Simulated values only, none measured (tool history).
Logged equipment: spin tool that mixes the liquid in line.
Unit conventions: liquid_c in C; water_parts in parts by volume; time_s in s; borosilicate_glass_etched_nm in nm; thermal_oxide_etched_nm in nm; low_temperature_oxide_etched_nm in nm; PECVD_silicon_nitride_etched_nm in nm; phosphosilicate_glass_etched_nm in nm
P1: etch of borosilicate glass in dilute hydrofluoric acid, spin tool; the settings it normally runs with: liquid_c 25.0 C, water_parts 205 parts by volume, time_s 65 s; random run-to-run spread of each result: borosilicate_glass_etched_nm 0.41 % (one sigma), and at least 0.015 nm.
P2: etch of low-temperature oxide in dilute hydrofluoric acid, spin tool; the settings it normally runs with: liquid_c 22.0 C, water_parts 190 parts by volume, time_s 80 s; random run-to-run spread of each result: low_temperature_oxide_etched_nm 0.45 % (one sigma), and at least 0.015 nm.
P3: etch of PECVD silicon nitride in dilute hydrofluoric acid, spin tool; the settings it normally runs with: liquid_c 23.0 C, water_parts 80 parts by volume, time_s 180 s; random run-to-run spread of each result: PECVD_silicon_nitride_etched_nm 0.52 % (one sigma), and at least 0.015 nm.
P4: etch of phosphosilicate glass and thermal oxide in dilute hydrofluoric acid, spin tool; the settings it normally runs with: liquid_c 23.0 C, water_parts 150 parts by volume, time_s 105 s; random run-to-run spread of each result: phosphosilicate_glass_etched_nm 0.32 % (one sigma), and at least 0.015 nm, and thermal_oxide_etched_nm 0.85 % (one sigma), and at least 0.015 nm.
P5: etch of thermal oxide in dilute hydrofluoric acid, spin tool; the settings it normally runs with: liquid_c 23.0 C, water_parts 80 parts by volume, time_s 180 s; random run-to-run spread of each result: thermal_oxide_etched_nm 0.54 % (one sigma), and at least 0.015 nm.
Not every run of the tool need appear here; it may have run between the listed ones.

run,day,process,liquid_c,water_parts,time_s,hours since the thermometer was replaced,hours since the hydrofluoric acid flow meter was replaced,borosilicate_glass_etched_nm,thermal_oxide_etched_nm,low_temperature_oxide_etched_nm,PECVD_silicon_nitride_etched_nm,phosphosilicate_glass_etched_nm
1,0.217,P1,25.0,205,65,213.2,308.9,11.0780,,,,
2,0.404,P5,23.0,145,180,217.7,313.4,,5.52960,,,
3,0.562,P1,25.0,205,15,221.5,317.2,2.5275,,,,
4,0.754,P1,28.5,205,40,226.1,321.8,7.6613,,,,
5,0.958,P2,22.0,190,15,231.0,326.7,,,1.2465,,
6,1.075,P5,17.0,80,180,233.8,329.5,,8.28520,,,
7,1.354,P1,25.0,45,65,240.5,336.2,61.2740,,,,
8,1.583,P1,25.0,205,65,246.0,341.7,11.0140,,,,
9,1.758,P3,23.0,35,180,250.2,345.9,,,,15.2900,
10,2.025,P1,25.0,205,65,256.6,352.3,10.9370,,,,
11,2.188,P2,22.0,190,80,260.5,356.2,,,6.6041,,
12,2.358,P3,23.0,80,180,264.6,360.3,,,,6.7967,
13,2.546,P1,25.0,205,125,269.1,364.8,21.1580,,,,
14,2.700,P4,29.5,150,105,272.8,368.5,,3.89340,,,78.457
15,2.967,P3,23.0,80,180,279.2,374.9,,,,6.7614,
16,3.121,P3,23.0,80,65,282.9,378.6,,,,2.4584,
17,3.296,P2,17.0,190,80,287.1,382.8,,,5.4018,,
18,3.483,P1,19.5,205,65,291.6,387.3,8.9580,,,,
19,3.642,P5,23.0,80,180,295.4,391.1,,10.81100,,,
20,3.900,P2,22.0,315,80,301.6,397.3,,,3.4902,,
21,4.129,P1,25.0,320,65,307.1,402.8,6.2655,,,,
22,4.267,P3,27.0,80,180,310.4,406.1,,,,8.8845,
23,4.479,P1,25.0,115,115,315.5,411.2,38.6270,,,,
24,4.642,P4,23.0,260,105,319.4,415.1,,1.59110,,,31.806
25,4.829,P4,23.0,150,105,323.9,419.6,,3.00680,,,61.357
26,5.075,P1,32.5,205,65,329.8,425.5,14.2370,,,,
27,5.288,P4,23.0,150,105,334.9,430.6,,3.07140,,,61.389
28,5.471,P1,25.0,205,65,339.3,435.0,11.0060,,,,
29,5.712,P4,23.0,150,25,345.1,440.8,,0.75161,,,14.517
30,5.921,P5,23.0,80,180,350.1,445.8,,10.76900,,,
31,6.112,P1,25.0,205,65,354.7,450.4,11.0250,,,,
32,6.283,P5,23.0,80,360,358.8,454.5,,21.43900,,,
33,6.500,P1,25.0,205,65,364.0,459.7,11.0180,,,,
34,6.775,P1,25.0,205,65,370.6,466.3,11.2750,,,,
35,7.038,P1,25.0,205,65,376.9,472.6,11.3620,,,,
36,7.175,P1,25.0,205,65,380.2,475.9,11.4550,,,,
37,7.400,P1,25.0,205,65,385.6,481.3,11.5610,,,,
38,7.571,P1,25.0,205,65,389.7,485.4,11.5760,,,,
39,7.821,P1,25.0,205,65,395.7,491.4,11.6340,,,,
40,8.100,P1,25.0,205,65,402.4,498.1,11.7970,,,,
41,8.350,P1,25.0,205,65,408.4,504.1,11.6720,,,,
42,8.604,P1,25.0,205,65,414.5,510.2,11.6430,,,,
43,8.867,P1,25.0,205,65,420.8,516.5,11.5970,,,,

Compared with where it was, what P1 gives has crept away. Each cause listed below fits the log as well as the rest, at the size given for it:
A: hydrofluoric acid flow above the setpoint (%) = 5.16
B: liquid hotter than its thermometer reads (K) = 1.71
The gradual shift began around day 6.500.

Each of the 4 check runs below uses one wafer; its results are left as question marks. Which run tells the causes apart?
check 1,9.129,P4,23.0,150,105,,,,?,,,?
check 2,9.129,P5,23.0,80,180,,,,?,,,
check 3,9.129,P2,22.0,190,80,,,,,?,,
check 4,9.129,P3,23.0,80,180,,,,,,?,

Expected result of each check under each candidate cause:
check,result,if A,if B
check 1,thermal_oxide_etched_nm,3.24330,3.26580
check 1,phosphosilicate_glass_etched_nm,65.191,65.642
check 2,thermal_oxide_etched_nm,11.41800,11.57400
check 3,low_temperature_oxide_etched_nm,6.9982,7.0290
check 4,PECVD_silicon_nitride_etched_nm,7.1570,7.6326
Distance between the nearest two causes, measured in the result of the check that separates them most: check 1 0.69 %; check 2 1.36 %; check 3 0.44 %; check 4 6.43 %
Check 4 distinguishes between the causes, while the remaining checks would return nearly the same result for all of them.

With check 4 done, the readings were: PECVD_silicon_nitride_etched_nm 7.6584 nm. Identify which of the listed causes applies.

It was cause B: liquid hotter than its thermometer reads (K).
